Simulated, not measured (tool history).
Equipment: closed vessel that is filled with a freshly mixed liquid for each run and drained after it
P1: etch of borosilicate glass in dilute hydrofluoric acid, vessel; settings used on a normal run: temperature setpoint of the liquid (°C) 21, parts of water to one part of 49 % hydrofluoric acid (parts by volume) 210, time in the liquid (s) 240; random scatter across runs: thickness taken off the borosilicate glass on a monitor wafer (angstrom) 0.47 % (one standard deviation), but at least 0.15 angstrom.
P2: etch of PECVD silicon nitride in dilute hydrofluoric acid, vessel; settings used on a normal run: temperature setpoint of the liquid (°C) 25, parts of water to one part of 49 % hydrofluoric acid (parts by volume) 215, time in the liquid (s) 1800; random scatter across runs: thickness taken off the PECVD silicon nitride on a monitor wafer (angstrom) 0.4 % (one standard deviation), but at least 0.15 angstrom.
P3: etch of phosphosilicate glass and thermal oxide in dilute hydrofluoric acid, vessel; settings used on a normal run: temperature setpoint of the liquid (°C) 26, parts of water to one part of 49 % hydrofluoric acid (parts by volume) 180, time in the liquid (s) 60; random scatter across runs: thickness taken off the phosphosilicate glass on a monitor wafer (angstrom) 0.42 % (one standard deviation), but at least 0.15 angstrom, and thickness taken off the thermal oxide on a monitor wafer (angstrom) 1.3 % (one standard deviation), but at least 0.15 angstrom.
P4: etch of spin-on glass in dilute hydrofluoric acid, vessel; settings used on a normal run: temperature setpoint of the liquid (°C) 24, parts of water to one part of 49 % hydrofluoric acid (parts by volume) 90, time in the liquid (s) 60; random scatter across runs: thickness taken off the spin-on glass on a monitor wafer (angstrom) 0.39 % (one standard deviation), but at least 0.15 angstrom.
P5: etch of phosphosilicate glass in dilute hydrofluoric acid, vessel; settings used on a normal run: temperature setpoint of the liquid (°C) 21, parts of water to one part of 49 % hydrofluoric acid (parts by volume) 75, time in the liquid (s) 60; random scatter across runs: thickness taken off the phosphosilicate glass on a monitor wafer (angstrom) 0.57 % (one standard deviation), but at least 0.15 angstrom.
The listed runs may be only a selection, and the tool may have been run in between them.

run,day,process that ran,temperature setpoint of the liquid (°C),parts of water to one part of 49 % hydrofluoric acid (parts by volume),time in the liquid (s),thickness taken off the borosilicate glass on a monitor wafer (angstrom),thickness taken off the phosphosilicate glass on a monitor wafer (angstrom),thickness taken off the thermal oxide on a monitor wafer (angstrom),thickness taken off the spin-on glass on a monitor wafer (angstrom),thickness taken off the PECVD silicon nitride on a monitor wafer (angstrom)
1,0.408,P1,21,210,240,280.31,,,,
2,0.875,P3,26,180,60,,337.43,15.219,,
3,1.358,P3,33.5,180,60,,438,19.434,,
4,1.721,P4,24,150,60,,,,86.268,
5,2.021,P1,21,210,240,279.33,,,,
6,2.475,P2,25,355,1800,,,,,156.52
# day 2.517: thermometer replaced
7,2.95,P2,25,215,765,,,,,110
8,3.212,P5,21,120,60,,622.52,,,
9,3.633,P1,21,360,240,141.91,,,,
10,4.025,P1,17,210,240,237.87,,,,
11,4.375,P1,21,210,120,139.15,,,,
12,4.825,P4,29,90,60,,,,186.38,
13,5.292,P1,21,95,420,1214.4,,,,
14,5.75,P5,21,75,30,,524.63,,,
15,6.292,P1,21,210,240,276.98,,,,
# day 6.304: hydrofluoric acid flow meter replaced
16,6.696,P1,21,75,240,899.82,,,,
17,7.208,P1,27,355,240,175.55,,,,
18,7.5,P5,21,75,60,,1054.1,,,
19,7.762,P1,21,210,240,278.51,,,,
20,8.167,P2,31.5,215,1800,,,,,381.93
21,8.55,P5,21,75,60,,1063.8,,,
22,8.958,P3,26,250,60,,222.1,9.8868,,
23,9.267,P1,28,210,240,356.78,,,,
24,9.671,P4,24,90,110,,,,282.22,
25,10.017,P4,24,90,60,,,,152.49,
26,10.346,P2,25,215,1800,,,,,258.76
27,10.675,P5,17,75,60,,900.31,,,
28,11.125,P1,21,210,240,278.09,,,,
29,11.642,P1,21,210,240,278.17,,,,
30,12.042,P3,26,180,100,,561.4,24.719,,
31,12.45,P1,21,210,440,510.51,,,,
32,12.767,P1,21,210,240,279.2,,,,
33,13.275,P1,21,210,240,264.33,,,,
34,13.546,P1,21,210,240,263.04,,,,
35,13.796,P1,21,210,240,260.56,,,,
36,14.342,P1,21,210,240,258.58,,,,
37,14.762,P1,21,210,240,259.41,,,,
38,15.133,P1,21,210,240,256.92,,,,

What P1 gives has crept off from where it sat before. The 2 causes that follow fit the log equally well, each at the size noted:
A: hydrofluoric acid flow below the setpoint (%) = 5.51
B: liquid colder than its thermometer reads (K) = 1.8
At approximately day 12.767, the process output began to creep.

Of the 4 check runs listed below, each run on one wafer and each result written as a question mark, which would let you distinguish the listed causes because they would give clearly different results?
check 1,15.504,P5,21,75,60,,?,,,
check 2,15.504,P4,24,90,60,,,,?,
check 3,15.504,P3,26,180,60,,?,?,,
check 4,15.504,P2,25,215,1800,,,,,?

Outcome of each check run for each possible cause:
check,result,if A,if B
check 1,thickness taken off the phosphosilicate glass on a monitor wafer (angstrom),991.11,978.04
check 2,thickness taken off the spin-on glass on a monitor wafer (angstrom),143.91,142.6
check 3,thickness taken off the phosphosilicate glass on a monitor wafer (angstrom),313.99,314.65
check 3,thickness taken off the thermal oxide on a monitor wafer (angstrom),14.126,14.156
check 4,thickness taken off the PECVD silicon nitride on a monitor wafer (angstrom),244.7,231.22
Minimum pairwise separation of causes per check, each pair taken at its best-separating result: check 1 1.33 %; check 2 0.92 %; check 3 0.21 %; check 4 5.67 %
The causes can be told apart only by check 4. The other checks would give nearly the same results under each of them.

After running check 4, the following was obtained: thickness taken off the PECVD silicon nitride on a monitor wafer (angstrom) 245.83. Which cause does this point to?

Of the candidate causes, it is A: hydrofluoric acid flow below the setpoint (%).
